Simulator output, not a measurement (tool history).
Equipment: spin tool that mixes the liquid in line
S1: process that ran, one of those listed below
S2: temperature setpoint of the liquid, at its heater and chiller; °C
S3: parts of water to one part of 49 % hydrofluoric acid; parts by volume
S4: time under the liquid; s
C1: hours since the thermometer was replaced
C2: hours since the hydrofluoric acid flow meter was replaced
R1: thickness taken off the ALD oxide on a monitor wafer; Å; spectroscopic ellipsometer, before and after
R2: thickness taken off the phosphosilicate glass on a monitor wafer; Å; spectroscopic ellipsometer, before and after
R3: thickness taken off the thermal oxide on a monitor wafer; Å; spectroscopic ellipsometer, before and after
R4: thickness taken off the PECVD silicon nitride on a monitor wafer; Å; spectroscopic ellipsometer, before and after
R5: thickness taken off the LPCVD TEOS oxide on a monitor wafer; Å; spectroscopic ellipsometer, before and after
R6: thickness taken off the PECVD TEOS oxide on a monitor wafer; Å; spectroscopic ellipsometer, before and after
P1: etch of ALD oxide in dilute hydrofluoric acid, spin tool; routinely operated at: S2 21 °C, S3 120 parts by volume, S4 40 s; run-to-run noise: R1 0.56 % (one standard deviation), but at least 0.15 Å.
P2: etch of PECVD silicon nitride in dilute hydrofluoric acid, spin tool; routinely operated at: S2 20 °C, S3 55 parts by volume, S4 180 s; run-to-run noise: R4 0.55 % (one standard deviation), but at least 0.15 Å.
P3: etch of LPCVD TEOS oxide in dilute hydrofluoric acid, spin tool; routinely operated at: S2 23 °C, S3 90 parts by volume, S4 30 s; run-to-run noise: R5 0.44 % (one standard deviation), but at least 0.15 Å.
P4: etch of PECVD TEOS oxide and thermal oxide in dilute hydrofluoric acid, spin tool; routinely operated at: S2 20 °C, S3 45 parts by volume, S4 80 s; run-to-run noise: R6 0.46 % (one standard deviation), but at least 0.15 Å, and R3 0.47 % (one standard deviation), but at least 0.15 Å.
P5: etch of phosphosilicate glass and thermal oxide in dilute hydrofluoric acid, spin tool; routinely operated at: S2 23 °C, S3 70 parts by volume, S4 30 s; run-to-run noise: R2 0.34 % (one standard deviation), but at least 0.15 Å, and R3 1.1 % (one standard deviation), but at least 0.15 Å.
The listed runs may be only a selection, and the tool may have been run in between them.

Run 1, hour 7.6: S1 P1, S2 21 °C, S3 120 parts by volume, S4 40 s; C1 1024.3; C2 785.7. Result: R1 41.246 Å.
Run 2, hour 14.5: S1 P1, S2 21 °C, S3 30 parts by volume, S4 40 s; C1 1031.2; C2 792.6. Result: R1 182.42 Å.
Run 3, hour 24: S1 P5, S2 23 °C, S3 70 parts by volume, S4 30 s; C1 1040.7; C2 802.1. Result: R2 255.41 Å, R3 20.801 Å.
Run 4, hour 35.6: S1 P1, S2 25 °C, S3 120 parts by volume, S4 40 s; C1 1052.3; C2 813.7. Result: R1 48.312 Å.
Run 5, hour 42.8: S1 P1, S2 17 °C, S3 25 parts by volume, S4 40 s; C1 1059.5; C2 820.9. Result: R1 187.14 Å.
Run 6, hour 52.7: S1 P2, S2 20 °C, S3 55 parts by volume, S4 180 s; C1 1069.4; C2 830.8. Result: R4 59.039 Å.
Run 7, hour 58: S1 P2, S2 17 °C, S3 55 parts by volume, S4 180 s; C1 1074.7; C2 836.1. Result: R4 47.715 Å.
Run 8, hour 66.1: S1 P1, S2 21 °C, S3 120 parts by volume, S4 40 s; C1 1082.8; C2 844.2. Result: R1 41.355 Å.
Run 9, hour 72.1: S1 P3, S2 18.5 °C, S3 90 parts by volume, S4 30 s; C1 1088.8; C2 850.2. Result: R5 78.198 Å.
Run 10, hour 77.9: S1 P3, S2 23 °C, S3 90 parts by volume, S4 65 s; C1 1094.6; C2 856. Result: R5 204.74 Å.
Run 11, hour 85.9: S1 P1, S2 17 °C, S3 120 parts by volume, S4 40 s; C1 1102.6; C2 864. Result: R1 34.936 Å.
Run 12, hour 96.9: S1 P1, S2 21 °C, S3 120 parts by volume, S4 40 s; C1 1113.6; C2 875. Result: R1 41.082 Å.
Run 13, hour 105.1: S1 P2, S2 20 °C, S3 55 parts by volume, S4 180 s; C1 1121.8; C2 883.2. Result: R4 58.968 Å.
Run 14, hour 110.2: S1 P4, S2 17 °C, S3 45 parts by volume, S4 80 s; C1 1126.9; C2 888.3. Result: R3 68.351 Å, R6 287.52 Å.
Run 15, hour 118: S1 P5, S2 23 °C, S3 70 parts by volume, S4 15 s; C1 1134.7; C2 896.1. Result: R2 127.26 Å, R3 10.345 Å.
Run 16, hour 128.7: S1 P1, S2 21 °C, S3 120 parts by volume, S4 40 s; C1 1145.4; C2 906.8. Result: R1 41.276 Å.
Run 17, hour 139.6: S1 P1, S2 21 °C, S3 120 parts by volume, S4 15 s; C1 1156.3; C2 917.7. Result: R1 15.412 Å.
Run 18, hour 151.2: S1 P1, S2 21 °C, S3 210 parts by volume, S4 40 s; C1 1167.9; C2 929.3. Result: R1 21.724 Å.
Run 19, hour 158: S1 P1, S2 21 °C, S3 120 parts by volume, S4 40 s; C1 1174.7; C2 936.1. Result: R1 41.451 Å.
Run 20, hour 165.9: S1 P4, S2 20 °C, S3 45 parts by volume, S4 80 s; C1 1182.6; C2 944. Result: R3 77.833 Å, R6 327.67 Å.
Run 21, hour 172: S1 P5, S2 23 °C, S3 70 parts by volume, S4 30 s; C1 1188.7; C2 950.1. Result: R2 255.12 Å, R3 20.957 Å.
Run 22, hour 179.2: S1 P5, S2 23 °C, S3 25 parts by volume, S4 30 s; C1 1195.9; C2 957.3. Result: R2 757.41 Å, R3 62.055 Å.
Run 23, hour 185.9: S1 P2, S2 20 °C, S3 55 parts by volume, S4 275 s; C1 1202.6; C2 964. Result: R4 90.264 Å.
Run 24, hour 193.9: S1 P3, S2 23 °C, S3 90 parts by volume, S4 30 s; C1 1210.6; C2 972. Result: R5 94.152 Å.
Run 25, hour 201.9: S1 P5, S2 30.5 °C, S3 70 parts by volume, S4 30 s; C1 1218.6; C2 980. Result: R2 344.83 Å, R3 27.976 Å.
At hour 210.9: thermometer replaced.
Run 26, hour 211.1: S1 P1, S2 25 °C, S3 120 parts by volume, S4 55 s; C1 0.2; C2 989.2. Result: R1 66.52 Å.
Run 27, hour 216.5: S1 P1, S2 21 °C, S3 120 parts by volume, S4 40 s; C1 5.6; C2 994.6. Result: R1 41.314 Å.
Run 28, hour 225.5: S1 P4, S2 20 °C, S3 75 parts by volume, S4 80 s; C1 14.6; C2 1003.6. Result: R3 45.338 Å, R6 189.41 Å.
Run 29, hour 233.3: S1 P1, S2 21 °C, S3 120 parts by volume, S4 65 s; C1 22.4; C2 1011.4. Result: R1 67.034 Å.
Run 30, hour 243: S1 P4, S2 20 °C, S3 45 parts by volume, S4 15 s; C1 32.1; C2 1021.1. Result: R3 14.733 Å, R6 61.371 Å.
Run 31, hour 249.9: S1 P3, S2 23 °C, S3 90 parts by volume, S4 30 s; C1 39; C2 1028. Result: R5 94.341 Å.
Run 32, hour 257: S1 P3, S2 23 °C, S3 165 parts by volume, S4 30 s; C1 46.1; C2 1035.1. Result: R5 47.501 Å.
Run 33, hour 264.5: S1 P2, S2 20 °C, S3 20 parts by volume, S4 180 s; C1 53.6; C2 1042.6. Result: R4 157.39 Å.
Run 34, hour 271.8: S1 P1, S2 21 °C, S3 120 parts by volume, S4 40 s; C1 60.9; C2 1049.9. Result: R1 41.521 Å.
Run 35, hour 283.6: S1 P1, S2 21 °C, S3 120 parts by volume, S4 40 s; C1 72.7; C2 1061.7. Result: R1 39.751 Å.
Run 36, hour 293.4: S1 P1, S2 21 °C, S3 120 parts by volume, S4 40 s; C1 82.5; C2 1071.5. Result: R1 39.25 Å.
Run 37, hour 301.8: S1 P1, S2 21 °C, S3 120 parts by volume, S4 40 s; C1 90.9; C2 1079.9. Result: R1 39.236 Å.
Run 38, hour 311.1: S1 P1, S2 21 °C, S3 120 parts by volume, S4 40 s; C1 100.2; C2 1089.2. Result: R1 38.211 Å.
Run 39, hour 318.6: S1 P1, S2 21 °C, S3 120 parts by volume, S4 40 s; C1 107.7; C2 1096.7. Result: R1 38.751 Å.
Run 40, hour 330.2: S1 P1, S2 21 °C, S3 120 parts by volume, S4 40 s; C1 119.3; C2 1108.3. Result: R1 38.422 Å.
Run 41, hour 338: S1 P1, S2 21 °C, S3 120 parts by volume, S4 40 s; C1 127.1; C2 1116.1. Result: R1 38.835 Å.
Run 42, hour 343.3: S1 P1, S2 21 °C, S3 120 parts by volume, S4 40 s; C1 132.4; C2 1121.4. Result: R1 38.921 Å.
Run 43, hour 348.4: S1 P1, S2 21 °C, S3 120 parts by volume, S4 40 s; C1 137.5; C2 1126.5. Result: R1 38.782 Å.
Run 44, hour 355.6: S1 P1, S2 21 °C, S3 120 parts by volume, S4 40 s; C1 144.7; C2 1133.7. Result: R1 38.78 Å.

The log shows P1 creeping away from where it was. Any of the 2 causes listed here, at the size stated for it, fits the log just as well as the others:
A: liquid colder than its thermometer reads (K) = 1.67
B: hydrofluoric acid flow below the setpoint (%) = 5.75
The drift started at roughly hour 271.8.

Consider the 4 single-wafer check runs listed below, results given as question marks: which one distinguishes between the causes by giving clearly different results for each?
Run check 1, hour 362.8: S1 P4, S2 20 °C, S3 45 parts by volume, S4 80 s. Result: R3 ?, R6 ?.
Run check 2, hour 362.8: S1 P2, S2 20 °C, S3 55 parts by volume, S4 180 s. Result: R4 ?.
Run check 3, hour 362.8: S1 P5, S2 23 °C, S3 70 parts by volume, S4 30 s. Result: R2 ?, R3 ?.
Run check 4, hour 362.8: S1 P3, S2 23 °C, S3 90 parts by volume, S4 30 s. Result: R5 ?.

Predicted outcomes, by check and by cause:
  check  result    if A    if B
check 1      R3  72.548  73.205
check 1      R6  304.11  306.86
check 2      R4  52.522  55.701
check 3      R2  237.93  238.92
check 3      R3  19.303  19.384
check 4      R5    88.3  88.465
Gap, in per cent, between the two causes that each check separates least, read from the result that separates them most: check 1 0.9 %; check 2 5.88 %; check 3 0.41 %; check 4 0.19 %
The other checks would show nearly matching results whichever cause is true, so check 2 is the only one that separates the causes.

Check 2 was then run and gave: R4 52.043 Å. Which cause is it?

The cause is A: liquid colder than its thermometer reads (K).
